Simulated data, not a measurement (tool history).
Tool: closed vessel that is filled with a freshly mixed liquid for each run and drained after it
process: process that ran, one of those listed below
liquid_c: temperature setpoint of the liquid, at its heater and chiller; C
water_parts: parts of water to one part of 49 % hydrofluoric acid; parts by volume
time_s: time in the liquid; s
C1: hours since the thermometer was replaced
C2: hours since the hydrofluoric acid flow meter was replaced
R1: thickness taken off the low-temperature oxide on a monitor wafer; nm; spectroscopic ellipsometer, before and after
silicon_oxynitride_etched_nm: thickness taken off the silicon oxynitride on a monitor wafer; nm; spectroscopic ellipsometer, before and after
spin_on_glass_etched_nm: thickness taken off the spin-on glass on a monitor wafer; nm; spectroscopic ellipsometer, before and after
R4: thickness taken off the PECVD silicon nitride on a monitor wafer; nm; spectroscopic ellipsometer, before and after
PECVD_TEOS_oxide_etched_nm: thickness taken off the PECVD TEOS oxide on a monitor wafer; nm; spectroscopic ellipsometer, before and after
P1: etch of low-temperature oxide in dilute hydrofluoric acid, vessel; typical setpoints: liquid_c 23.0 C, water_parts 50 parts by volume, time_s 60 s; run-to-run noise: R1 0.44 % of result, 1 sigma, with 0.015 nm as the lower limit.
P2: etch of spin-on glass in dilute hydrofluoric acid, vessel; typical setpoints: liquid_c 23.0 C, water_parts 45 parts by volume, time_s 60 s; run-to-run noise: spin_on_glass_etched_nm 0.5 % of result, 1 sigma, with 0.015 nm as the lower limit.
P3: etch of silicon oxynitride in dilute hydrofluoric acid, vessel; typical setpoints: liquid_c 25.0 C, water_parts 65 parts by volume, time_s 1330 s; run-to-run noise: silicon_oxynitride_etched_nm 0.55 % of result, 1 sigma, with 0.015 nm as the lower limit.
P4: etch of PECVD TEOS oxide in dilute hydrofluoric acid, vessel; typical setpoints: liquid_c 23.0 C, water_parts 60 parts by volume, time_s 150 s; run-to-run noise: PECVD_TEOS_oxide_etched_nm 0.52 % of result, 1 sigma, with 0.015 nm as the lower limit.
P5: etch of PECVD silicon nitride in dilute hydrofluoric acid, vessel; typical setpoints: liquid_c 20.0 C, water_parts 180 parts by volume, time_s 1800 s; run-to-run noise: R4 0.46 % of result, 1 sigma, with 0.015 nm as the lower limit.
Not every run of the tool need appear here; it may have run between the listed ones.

run 1 hour=15.4 | process=P1 liquid_c=23.0 water_parts=50 time_s=60 | C1=320.6 C2=220.6 | R1=12.7740
run 2 hour=29.0 | process=P3 liquid_c=25.0 water_parts=65 time_s=1330 | C1=334.2 C2=234.2 | silicon_oxynitride_etched_nm=33.717
run 3 hour=39.1 | process=P1 liquid_c=23.0 water_parts=50 time_s=60 | C1=344.3 C2=244.3 | R1=12.7590
run 4 hour=49.4 | process=P1 liquid_c=23.0 water_parts=50 time_s=60 | C1=354.6 C2=254.6 | R1=12.9050
run 5 hour=61.1 | process=P2 liquid_c=23.0 water_parts=45 time_s=60 | C1=366.3 C2=266.3 | spin_on_glass_etched_nm=36.184
run 6 hour=71.2 | process=P1 liquid_c=23.0 water_parts=85 time_s=30 | C1=376.4 C2=276.4 | R1=3.6126
run 7 hour=82.6 | process=P1 liquid_c=23.0 water_parts=50 time_s=105 | C1=387.8 C2=287.8 | R1=22.5160
run 8 hour=98.4 | process=P5 liquid_c=20.0 water_parts=180 time_s=1800 | C1=403.6 C2=303.6 | R4=45.564
run 9 hour=107.7 | process=P2 liquid_c=23.0 water_parts=45 time_s=30 | C1=412.9 C2=312.9 | spin_on_glass_etched_nm=18.096
run 10 hour=119.4 | process=P4 liquid_c=23.0 water_parts=60 time_s=150 | C1=424.6 C2=324.6 | PECVD_TEOS_oxide_etched_nm=56.782
run 11 hour=131.0 | process=P5 liquid_c=26.0 water_parts=180 time_s=1800 | C1=436.2 C2=336.2 | R4=66.916
run 12 hour=142.8 | process=P3 liquid_c=25.0 water_parts=65 time_s=2280 | C1=448.0 C2=348.0 | silicon_oxynitride_etched_nm=57.656
run 13 hour=158.9 | process=P5 liquid_c=20.0 water_parts=180 time_s=1800 | C1=464.1 C2=364.1 | R4=45.219
run 14 hour=167.1 | process=P1 liquid_c=23.0 water_parts=20 time_s=30 | C1=472.3 C2=372.3 | R1=16.6060
run 15 hour=179.9 | process=P5 liquid_c=20.0 water_parts=180 time_s=435 | C1=485.1 C2=385.1 | R4=10.891
run 16 hour=195.1 | process=P4 liquid_c=17.0 water_parts=60 time_s=150 | C1=500.3 C2=400.3 | PECVD_TEOS_oxide_etched_nm=44.487
run 17 hour=204.4 | process=P1 liquid_c=23.0 water_parts=50 time_s=60 | C1=509.6 C2=409.6 | R1=12.7600
run 18 hour=221.4 | process=P2 liquid_c=17.0 water_parts=45 time_s=60 | C1=526.6 C2=426.6 | spin_on_glass_etched_nm=28.058
run 19 hour=233.6 | process=P2 liquid_c=23.0 water_parts=45 time_s=60 | C1=538.8 C2=438.8 | spin_on_glass_etched_nm=35.876
run 20 hour=241.4 | process=P4 liquid_c=23.0 water_parts=60 time_s=65 | C1=546.6 C2=446.6 | PECVD_TEOS_oxide_etched_nm=24.781
run 21 hour=249.0 | process=P3 liquid_c=25.0 water_parts=65 time_s=1330 | C1=554.2 C2=454.2 | silicon_oxynitride_etched_nm=33.505
run 22 hour=263.4 | process=P1 liquid_c=29.5 water_parts=50 time_s=60 | C1=568.6 C2=468.6 | R1=16.6520
run 23 hour=275.2 | process=P4 liquid_c=23.0 water_parts=20 time_s=150 | C1=580.4 C2=480.4 | PECVD_TEOS_oxide_etched_nm=180.360
run 24 hour=290.2 | process=P1 liquid_c=23.0 water_parts=30 time_s=60 | C1=595.4 C2=495.4 | R1=22.0600
run 25 hour=304.4 | process=P3 liquid_c=25.0 water_parts=115 time_s=1330 | C1=609.6 C2=509.6 | silicon_oxynitride_etched_nm=18.226
run 26 hour=321.6 | process=P2 liquid_c=23.0 water_parts=20 time_s=60 | C1=626.8 C2=526.8 | spin_on_glass_etched_nm=83.715
run 27 hour=330.1 | process=P1 liquid_c=23.0 water_parts=50 time_s=60 | C1=635.3 C2=535.3 | R1=12.9060
run 28 hour=346.2 | process=P4 liquid_c=23.0 water_parts=60 time_s=150 | C1=651.4 C2=551.4 | PECVD_TEOS_oxide_etched_nm=57.605
run 29 hour=359.2 | process=P3 liquid_c=30.5 water_parts=65 time_s=1330 | C1=664.4 C2=564.4 | silicon_oxynitride_etched_nm=43.436
run 30 hour=375.1 | process=P1 liquid_c=28.5 water_parts=35 time_s=60 | C1=680.3 C2=580.3 | R1=23.5340
run 31 hour=391.1 | process=P1 liquid_c=23.0 water_parts=50 time_s=30 | C1=696.3 C2=596.3 | R1=6.4418
run 32 hour=400.2 | process=P1 liquid_c=17.0 water_parts=50 time_s=60 | C1=705.4 C2=605.4 | R1=9.9333
run 33 hour=413.8 | process=P5 liquid_c=20.0 water_parts=110 time_s=1800 | C1=719.0 C2=619.0 | R4=72.613
run 34 hour=428.7 | process=P1 liquid_c=23.0 water_parts=50 time_s=60 | C1=733.9 C2=633.9 | R1=12.7870
run 35 hour=445.8 | process=P1 liquid_c=23.0 water_parts=80 time_s=60 | C1=751.0 C2=651.0 | R1=7.6920
run 36 hour=456.6 | process=P1 liquid_c=23.0 water_parts=50 time_s=60 | C1=761.8 C2=661.8 | R1=12.8740
run 37 hour=469.7 | process=P1 liquid_c=23.0 water_parts=50 time_s=60 | C1=774.9 C2=674.9 | R1=12.2960
run 38 hour=477.4 | process=P1 liquid_c=23.0 water_parts=50 time_s=60 | C1=782.6 C2=682.6 | R1=12.1300
run 39 hour=487.8 | process=P1 liquid_c=23.0 water_parts=50 time_s=60 | C1=793.0 C2=693.0 | R1=12.1280
run 40 hour=495.5 | process=P1 liquid_c=23.0 water_parts=50 time_s=60 | C1=800.7 C2=700.7 | R1=12.0260
run 41 hour=505.8 | process=P1 liquid_c=23.0 water_parts=50 time_s=60 | C1=811.0 C2=711.0 | R1=12.0350
run 42 hour=513.8 | process=P1 liquid_c=23.0 water_parts=50 time_s=60 | C1=819.0 C2=719.0 | R1=12.0460

Compared with where it was, what P1 gives has crept away. Each cause listed below fits the log as well as the rest, at the size given for it:
A: hydrofluoric acid flow below the setpoint (%) = 5.85
B: liquid colder than its thermometer reads (K) = 1.54
The drift started at roughly hour 456.6.

Of the 4 check runs listed below, each run on one wafer and each result written as a question mark, which would let you distinguish the listed causes because they would give clearly different results?
run check 1 hour=521.8 | process=P2 liquid_c=23.0 water_parts=45 time_s=60 | spin_on_glass_etched_nm=?
run check 2 hour=521.8 | process=P5 liquid_c=20.0 water_parts=180 time_s=1800 | R4=?
run check 3 hour=521.8 | process=P3 liquid_c=25.0 water_parts=65 time_s=1330 | silicon_oxynitride_etched_nm=?
run check 4 hour=521.8 | process=P4 liquid_c=23.0 water_parts=60 time_s=150 | PECVD_TEOS_oxide_etched_nm=?

Outcome of each check run for each possible cause:
check=check_1 result=spin_on_glass_etched_nm if_A=33.815 if_B=33.797
check=check_2 result=R4 if_A=42.704 if_B=40.870
check=check_3 result=silicon_oxynitride_etched_nm if_A=31.580 if_B=31.253
check=check_4 result=PECVD_TEOS_oxide_etched_nm if_A=53.642 if_B=53.710
How far apart the two closest causes lie, in the result that separates them most: check 1 0.05 %; check 2 4.39 %; check 3 1.04 %; check 4 0.13 %
Check 2 is the one run that separates the causes; every other check would come out nearly the same whichever cause is at work.

After running check 2, the following was obtained: R4 42.737 nm. Which cause does this point to?

The correct cause is A, namely: hydrofluoric acid flow below the setpoint (%).

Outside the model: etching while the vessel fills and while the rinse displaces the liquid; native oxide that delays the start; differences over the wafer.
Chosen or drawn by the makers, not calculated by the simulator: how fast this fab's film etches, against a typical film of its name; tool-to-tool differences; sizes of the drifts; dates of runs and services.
